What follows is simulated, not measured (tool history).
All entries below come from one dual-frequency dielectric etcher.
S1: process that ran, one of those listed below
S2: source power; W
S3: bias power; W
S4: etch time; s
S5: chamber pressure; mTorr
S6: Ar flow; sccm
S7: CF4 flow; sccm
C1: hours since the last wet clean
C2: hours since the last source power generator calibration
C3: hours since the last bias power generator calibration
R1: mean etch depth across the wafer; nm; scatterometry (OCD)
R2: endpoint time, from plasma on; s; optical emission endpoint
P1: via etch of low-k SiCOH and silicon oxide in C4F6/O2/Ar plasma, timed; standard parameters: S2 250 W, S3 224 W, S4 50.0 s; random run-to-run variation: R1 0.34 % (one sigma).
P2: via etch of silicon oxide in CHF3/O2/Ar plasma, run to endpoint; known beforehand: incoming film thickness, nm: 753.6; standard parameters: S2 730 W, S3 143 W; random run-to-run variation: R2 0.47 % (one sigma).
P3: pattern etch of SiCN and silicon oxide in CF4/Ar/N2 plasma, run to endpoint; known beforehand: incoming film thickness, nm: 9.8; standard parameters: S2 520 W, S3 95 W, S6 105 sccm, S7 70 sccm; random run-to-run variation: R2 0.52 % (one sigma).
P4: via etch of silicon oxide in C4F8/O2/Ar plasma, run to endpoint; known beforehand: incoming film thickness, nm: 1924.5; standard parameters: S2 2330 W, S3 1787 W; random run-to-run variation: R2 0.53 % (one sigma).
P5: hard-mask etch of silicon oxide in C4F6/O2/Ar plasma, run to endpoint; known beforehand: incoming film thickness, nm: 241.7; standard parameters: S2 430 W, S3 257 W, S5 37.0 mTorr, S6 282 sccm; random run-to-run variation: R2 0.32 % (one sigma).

run,hour,S1,S2,S3,S4,S5,S6,S7,C1,C2,C3,R1,R2
1,6.1,P1,250,224,50.0,,,,68.8,1375.8,729.3,127.050,
2,15.5,P5,430,257,,37.0,282,,78.2,1385.2,738.7,,68.5040
3,22.0,P2,730,143,,,,,84.7,1391.7,745.2,,393.3200
4,28.8,P4,2330,1787,,,,,91.5,1398.5,752.0,,374.5600
5,38.0,P1,300,224,50.0,,,,100.7,1407.7,761.2,137.060,
6,47.9,P1,250,169,28.0,,,,110.6,1417.6,771.1,65.055,
7,55.6,P1,250,224,27.5,,,,118.3,1425.3,778.8,70.307,
8,64.2,P4,2330,2169,,,,,126.9,1433.9,787.4,,355.1400
9,73.4,P3,520,95,,,105,49,136.1,1443.1,796.6,,9.4765
10,80.0,P1,250,224,50.0,,,,142.7,1449.7,803.2,127.660,
11,90.5,P3,390,95,,,105,70,153.2,1460.2,813.7,,11.4530
12,95.6,P5,430,323,,37.0,282,,158.3,1465.3,818.8,,63.5700
13,103.2,P2,950,143,,,,,165.9,1472.9,826.4,,352.1000
14,113.7,P1,250,286,50.0,,,,176.4,1483.4,836.9,138.270,
15,121.2,P1,250,151,50.0,,,,183.9,1490.9,844.4,111.960,
16,130.8,P1,210,224,50.0,,,,193.5,1500.5,854.0,119.910,
17,140.6,P1,250,224,50.0,,,,203.3,1510.3,863.8,127.760,
18,149.8,P1,250,224,50.0,,,,212.5,1519.5,873.0,128.410,
19,157.6,P5,430,257,,47.5,282,,220.3,1527.3,880.8,,70.8070
20,165.1,P1,250,224,66.0,,,,227.8,1534.8,888.3,169.670,
21,173.3,P3,520,95,,,105,70,236.0,1543.0,896.5,,8.9952
22,181.1,P5,300,257,,37.0,282,,243.8,1550.8,904.3,,78.3050
# hour 184.2: wet clean of the chamber
23,189.7,P3,520,95,,,140,70,5.5,1559.4,912.9,,9.3130
# hour 198.1: source power generator calibrated
24,200.4,P3,520,69,,,105,70,16.2,2.3,923.6,,9.9902
25,205.9,P2,730,84,,,,,21.7,7.8,929.1,,453.6200
26,213.8,P3,520,95,,,105,70,29.6,15.7,937.0,,8.9238
27,220.1,P4,1800,1787,,,,,35.9,22.0,943.3,,413.7800
28,226.0,P2,730,143,,,,,41.8,27.9,949.2,,392.5700
29,232.3,P4,2330,1787,,,,,48.1,34.2,955.5,,372.5000
30,239.5,P5,430,257,,37.0,204,,55.3,41.4,962.7,,66.3790
31,248.5,P1,250,224,50.0,,,,64.3,50.4,971.7,128.210,
32,253.2,P1,250,224,50.0,,,,69.0,55.1,976.4,127.410,
33,258.0,P1,250,224,50.0,,,,73.8,59.9,981.2,126.820,
34,264.6,P1,250,224,50.0,,,,80.4,66.5,987.8,126.840,
35,269.8,P1,250,224,50.0,,,,85.6,71.7,993.0,126.790,
36,276.6,P1,250,224,50.0,,,,92.4,78.5,999.8,126.020,
37,287.4,P1,250,224,50.0,,,,103.2,89.3,1010.6,125.920,
# hour 287.9: wet clean of the chamber
38,297.4,P1,250,224,50.0,,,,9.5,99.3,1020.6,125.000,
39,305.3,P1,250,224,50.0,,,,17.4,107.2,1028.5,125.270,
40,311.5,P1,250,224,50.0,,,,23.6,113.4,1034.7,125.720,
41,317.6,P1,250,224,50.0,,,,29.7,119.5,1040.8,125.560,
42,324.2,P1,250,224,50.0,,,,36.3,126.1,1047.4,126.220,

The output of P1 has drifted from where it used to be. Each of the 2 causes below, taken at the size shown beside it, accounts for the log equally well:
A: bias power that arrives under what is set, % = 4.94
B: source power that arrives under what is set, % = 4.42
The gradual shift began around hour 253.2.
The rest of the possible causes, and what rules out each one:
chamber walls in a state that lowers the etch rate, %: work on it at hour 287.9, done after the drift set in, did not restore what the process gave before

4 check runs are offered, each on 3 wafers whose results are averaged, their results left as question marks. Which one tells the causes apart?
check 1,330.8,P3,520,95,,,105,70,,,,,?
check 2,330.8,P4,2330,1787,,,,,,,,,?
check 3,330.8,P5,430,257,,37.0,282,,,,,,?
check 4,330.8,P2,730,143,,,,,,,,,?

What every check run would give for each of its results, assuming each possible cause in turn:
check,result,if A,if B
check 1,R2,9.1137,9.3134
check 2,R2,379.2800,380.9400
check 3,R2,69.6220,69.6380
check 4,R2,397.6000,398.2900
Separation of the two closest causes in each check, using whichever result separates them best: check 1 2.17 %; check 2 0.44 %; check 3 0.02 %; check 4 0.17 %
Check 1 tells the causes apart: in the others they would give nearly the same result.

After running check 1, the following was obtained: R2 9.1236 s. Which cause does this point to?

The correct cause is A, namely: bias power that arrives under what is set, %.
